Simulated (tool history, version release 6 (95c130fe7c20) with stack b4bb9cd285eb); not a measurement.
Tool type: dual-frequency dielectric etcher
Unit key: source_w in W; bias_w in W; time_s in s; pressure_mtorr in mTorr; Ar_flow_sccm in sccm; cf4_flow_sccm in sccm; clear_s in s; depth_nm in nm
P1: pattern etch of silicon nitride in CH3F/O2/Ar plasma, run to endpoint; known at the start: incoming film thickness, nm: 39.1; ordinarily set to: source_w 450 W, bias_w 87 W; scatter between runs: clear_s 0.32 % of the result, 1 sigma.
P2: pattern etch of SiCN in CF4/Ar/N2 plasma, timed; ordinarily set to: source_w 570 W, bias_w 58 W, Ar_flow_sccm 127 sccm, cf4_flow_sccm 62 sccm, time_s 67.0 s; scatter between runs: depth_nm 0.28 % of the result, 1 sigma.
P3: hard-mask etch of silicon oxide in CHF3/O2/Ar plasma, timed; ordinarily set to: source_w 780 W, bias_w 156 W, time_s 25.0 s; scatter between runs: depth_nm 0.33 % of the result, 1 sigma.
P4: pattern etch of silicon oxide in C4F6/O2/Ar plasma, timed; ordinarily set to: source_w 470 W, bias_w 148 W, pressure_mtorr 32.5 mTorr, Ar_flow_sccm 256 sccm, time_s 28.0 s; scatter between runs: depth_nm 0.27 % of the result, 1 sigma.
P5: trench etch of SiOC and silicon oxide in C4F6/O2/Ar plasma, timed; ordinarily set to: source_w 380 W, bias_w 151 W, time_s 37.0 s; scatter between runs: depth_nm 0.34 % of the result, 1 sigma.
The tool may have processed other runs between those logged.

run	day	process	source_w	bias_w	time_s	pressure_mtorr	Ar_flow_sccm	cf4_flow_sccm	hours since the last wet clean	hours since the last source power generator calibration	hours since the last bias power generator calibration	clear_s	depth_nm
1	0.404	P1	450	87					131.1	386.6	641.0	52.364	
2	0.838	P5	380	151	37.0				141.5	397.0	651.4		68.544
3	1.250	P5	380	151	55.5				151.4	406.9	661.3		103.420
4	1.642	P1	450	87					160.8	416.3	670.7	52.206	
5	2.154	P3	780	156	25.0				173.1	428.6	683.0		52.743
6	2.596	P1	450	87					183.7	439.2	693.6	52.499	
7	3.054	P1	450	87					194.7	450.2	704.6	52.261	
8	3.446	P1	530	87					204.1	459.6	714.0	49.135	
9	3.875	P1	550	57					214.4	469.9	724.3	55.593	
10	4.146	P4	470	148	28.0	32.5	362		220.9	476.4	730.8		86.212
11	4.683	P4	470	148	28.0	43.5	256		233.8	489.3	743.7		86.637
12	5.188	P4	320	148	28.0	32.5	256		245.9	501.4	755.8		77.038
13	5.712	P1	450	87					258.5	514.0	768.4	52.466	
14	6.154	P5	380	151	37.0				269.1	524.6	779.0		68.670
# day 6.183: wet clean of the chamber
15	6.608	P1	360	87					10.2	535.5	789.9	56.623	
16	6.925	P2	570	58	67.0		127	43	17.8	543.1	797.5		55.654
17	7.329	P5	530	151	37.0				27.5	552.8	807.2		78.426
18	7.746	P1	450	87					37.5	562.8	817.2	52.306	
19	7.983	P2	570	58	67.0		127	62	43.2	568.5	822.9		59.902
# day 8.392: bias power generator calibrated
20	8.517	P1	450	54					56.0	581.3	3.0	61.160	
21	9.004	P2	570	58	85.5		127	62	67.7	593.0	14.7		76.242
22	9.471	P2	570	78	67.0		127	62	78.9	604.2	25.9		66.471
23	9.962	P4	470	148	28.0	32.5	256		90.7	616.0	37.7		89.475
24	10.317	P1	450	116					99.2	624.5	46.2	47.138	
25	10.562	P3	780	156	33.0				105.1	630.4	52.1		69.383
26	11.054	P5	380	117	37.0				116.9	642.2	63.9		63.528
27	11.567	P2	570	58	67.0		178	62	129.2	654.5	76.2		56.148
28	11.879	P1	330	71					136.7	662.0	83.7	63.040	
29	12.379	P3	780	185	25.0				148.7	674.0	95.7		55.787
30	12.862	P2	740	58	67.0		127	62	160.3	685.6	107.3		74.861
31	13.354	P3	1030	156	25.0				172.1	697.4	119.1		58.689
32	13.742	P4	470	196	28.0	32.5	256		181.4	706.7	128.4		97.967
33	14.258	P4	470	148	17.0	32.5	256		193.8	719.1	140.8		54.264
34	14.771	P1	450	87					206.1	731.4	153.1	52.251	
35	15.179	P1	450	87					215.9	741.2	162.9	52.795	
36	15.579	P1	450	87					225.5	750.8	172.5	52.743	
# day 15.975: wet clean of the chamber
37	16.092	P1	450	87					2.9	763.1	184.8	52.807	
38	16.496	P1	450	87					12.6	772.8	194.5	52.920	
39	16.946	P1	450	87					23.4	783.6	205.3	52.927	
40	17.450	P1	450	87					35.5	795.7	217.4	53.226	

Something has made what P1 gives creep away from where it was; the 2 causes below, each at its own stated size, fit the log equally well:
A: source power that arrives under what is set, % = 4.2
B: bias power that arrives under what is set, % = 4.47
The creep began at about day 14.771.
Ruled out, with reasons:
chamber walls in a state that lowers the etch rate, %: serviced at day 15.975, which brought nothing back

4 check runs are offered, one wafer each, their results left as question marks. Which one tells the causes apart?
check 1	17.954	P3	780	156	25.0								?
check 2	17.954	P2	570	58	67.0		127	62					?
check 3	17.954	P5	380	151	37.0								?
check 4	17.954	P4	470	148	28.0	32.5	256						?

If the cause were each of the candidates in turn, the checks would give the following:
check	result	if A	if B
check 1	depth_nm	51.733	51.842
check 2	depth_nm	57.456	58.733
check 3	depth_nm	67.520	67.720
check 4	depth_nm	88.004	88.305
Gap, in per cent, between the two causes that each check separates least, read from the result that separates them most: check 1 0.21 %; check 2 2.2 %; check 3 0.3 %; check 4 0.34 %
The causes can be told apart only by check 2. The other checks would give nearly the same results under each of them.

Here is what check 2 returned: depth_nm 58.647 nm. Which cause is it?

The correct cause is B, namely: bias power that arrives under what is set, %.
